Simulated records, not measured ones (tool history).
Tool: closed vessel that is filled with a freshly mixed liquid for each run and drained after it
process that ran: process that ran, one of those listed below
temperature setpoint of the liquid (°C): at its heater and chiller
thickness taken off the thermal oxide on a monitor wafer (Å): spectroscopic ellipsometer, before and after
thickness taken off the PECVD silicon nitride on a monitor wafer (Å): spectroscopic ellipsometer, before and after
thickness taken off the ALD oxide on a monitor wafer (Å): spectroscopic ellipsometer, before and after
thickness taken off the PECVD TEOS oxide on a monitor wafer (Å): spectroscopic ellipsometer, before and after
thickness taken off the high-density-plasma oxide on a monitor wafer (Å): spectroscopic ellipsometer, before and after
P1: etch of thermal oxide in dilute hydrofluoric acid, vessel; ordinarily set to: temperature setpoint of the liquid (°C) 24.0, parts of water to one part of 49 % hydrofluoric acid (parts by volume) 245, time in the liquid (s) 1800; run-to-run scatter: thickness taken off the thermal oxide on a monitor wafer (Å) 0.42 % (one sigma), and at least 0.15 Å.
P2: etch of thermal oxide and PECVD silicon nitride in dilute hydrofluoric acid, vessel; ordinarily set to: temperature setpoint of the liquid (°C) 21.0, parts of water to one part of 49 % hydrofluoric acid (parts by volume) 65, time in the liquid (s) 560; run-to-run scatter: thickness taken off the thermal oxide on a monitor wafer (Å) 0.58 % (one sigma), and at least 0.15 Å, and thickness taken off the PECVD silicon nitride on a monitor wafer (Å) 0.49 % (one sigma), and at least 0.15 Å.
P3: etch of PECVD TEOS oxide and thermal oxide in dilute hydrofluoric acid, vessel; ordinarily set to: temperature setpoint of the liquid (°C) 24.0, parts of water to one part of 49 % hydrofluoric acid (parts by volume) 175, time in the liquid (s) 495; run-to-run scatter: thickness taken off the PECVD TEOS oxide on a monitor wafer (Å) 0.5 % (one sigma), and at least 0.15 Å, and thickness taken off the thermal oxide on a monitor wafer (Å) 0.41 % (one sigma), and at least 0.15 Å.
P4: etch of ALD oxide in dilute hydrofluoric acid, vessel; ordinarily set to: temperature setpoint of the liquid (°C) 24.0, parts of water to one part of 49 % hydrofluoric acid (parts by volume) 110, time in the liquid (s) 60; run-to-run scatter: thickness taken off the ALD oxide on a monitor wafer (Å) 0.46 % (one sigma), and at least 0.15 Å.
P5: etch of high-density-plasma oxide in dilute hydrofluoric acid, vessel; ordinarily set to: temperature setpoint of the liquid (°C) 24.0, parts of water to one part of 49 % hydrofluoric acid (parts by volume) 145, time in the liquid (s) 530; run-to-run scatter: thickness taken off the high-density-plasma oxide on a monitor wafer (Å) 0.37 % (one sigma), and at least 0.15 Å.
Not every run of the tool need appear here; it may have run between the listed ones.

run	hour	process that ran	temperature setpoint of the liquid (°C)	parts of water to one part of 49 % hydrofluoric acid (parts by volume)	time in the liquid (s)	thickness taken off the thermal oxide on a monitor wafer (Å)	thickness taken off the PECVD silicon nitride on a monitor wafer (Å)	thickness taken off the ALD oxide on a monitor wafer (Å)	thickness taken off the PECVD TEOS oxide on a monitor wafer (Å)	thickness taken off the high-density-plasma oxide on a monitor wafer (Å)
1	10.4	P1	24.0	245	1800	281.940				
2	19.2	P1	24.0	245	875	135.950				
3	26.9	P1	24.0	245	1800	280.600				
4	35.3	P2	21.0	65	560	369.290	119.380			
5	41.3	P2	21.0	90	560	255.980	86.735			
6	49.4	P4	17.0	110	60			42.015		
7	60.5	P3	24.0	175	890	222.880			410.42	
8	65.8	P1	24.0	245	2670	414.630				
9	75.2	P4	24.0	20	60			346.650		
10	83.0	P1	24.0	245	1800	280.300				
11	92.9	P1	24.0	60	1800	1408.000				
12	102.6	P1	29.5	245	3150	594.530				
13	112.1	P1	24.0	245	1800	279.870				
# hour 117.6: thermometer replaced
14	118.8	P2	27.5	65	560	479.950	184.560			
# hour 120.3: hydrofluoric acid flow meter replaced
15	126.0	P1	24.0	375	1800	161.970				
16	136.0	P1	24.0	385	2555	221.750				
17	145.6	P2	21.0	65	895	590.510	192.720			
18	156.1	P5	30.5	145	530					263.22
19	166.8	P1	24.0	245	1800	280.830				
20	176.9	P4	24.0	110	60			55.831		
21	183.9	P5	24.0	145	860					337.31
22	188.9	P5	24.0	145	530					205.75
23	200.5	P4	24.0	110	105			98.894		
24	209.2	P3	24.0	110	495	210.770			393.56	
25	219.1	P3	18.5	175	495	99.873			185.38	
26	224.6	P3	24.0	175	495	123.810			227.53	
27	234.6	P1	30.5	245	1800	352.810				
28	245.0	P5	24.0	55	530					608.41
29	254.3	P5	24.0	145	530					207.72
30	262.4	P1	17.0	245	1800	215.370				
31	269.1	P1	24.0	245	1800	278.680				
32	274.2	P1	24.0	245	1800	275.980				
33	283.5	P1	24.0	245	1800	272.050				
34	290.7	P1	24.0	245	1800	268.260				
35	301.0	P1	24.0	245	1800	267.940				
36	311.6	P1	24.0	245	1800	266.660				
37	321.6	P1	24.0	245	1800	267.180				

The output of P1 has drifted from where it used to be. Each of the 2 causes below, taken at the size shown beside it, accounts for the log equally well:
A: liquid colder than its thermometer reads (K) = 1.42
B: hydrofluoric acid flow below the setpoint (%) = 4.01
The creep began at about hour 269.1.

Of the 4 check runs listed below, each run on one wafer and each result written as a question mark, which would let you distinguish the listed causes because they would give clearly different results?
check 1	331.6	P2	21.0	65	560	?	?			
check 2	331.6	P4	24.0	110	60			?		
check 3	331.6	P3	24.0	175	495	?			?	
check 4	331.6	P5	24.0	145	530					?

Predicted outcomes, by check and by cause:
check	result	if A	if B
check 1	thickness taken off the thermal oxide on a monitor wafer (Å)	346.640	351.970
check 1	thickness taken off the PECVD silicon nitride on a monitor wafer (Å)	108.730	115.190
check 2	thickness taken off the ALD oxide on a monitor wafer (Å)	53.137	53.656
check 3	thickness taken off the thermal oxide on a monitor wafer (Å)	117.350	117.910
check 3	thickness taken off the PECVD TEOS oxide on a monitor wafer (Å)	215.65	216.69
check 4	thickness taken off the high-density-plasma oxide on a monitor wafer (Å)	195.98	197.35
Minimum pairwise separation of causes per check, each pair taken at its best-separating result: check 1 5.78 %; check 2 0.97 %; check 3 0.48 %; check 4 0.7 %
Check 1 distinguishes between the causes, while the remaining checks would return nearly the same result for all of them.

After running check 1, the following was obtained: thickness taken off the thermal oxide on a monitor wafer (Å) 344.660; thickness taken off the PECVD silicon nitride on a monitor wafer (Å) 108.710. Which cause does this point to?

Of the candidate causes, it is A: liquid colder than its thermometer reads (K).
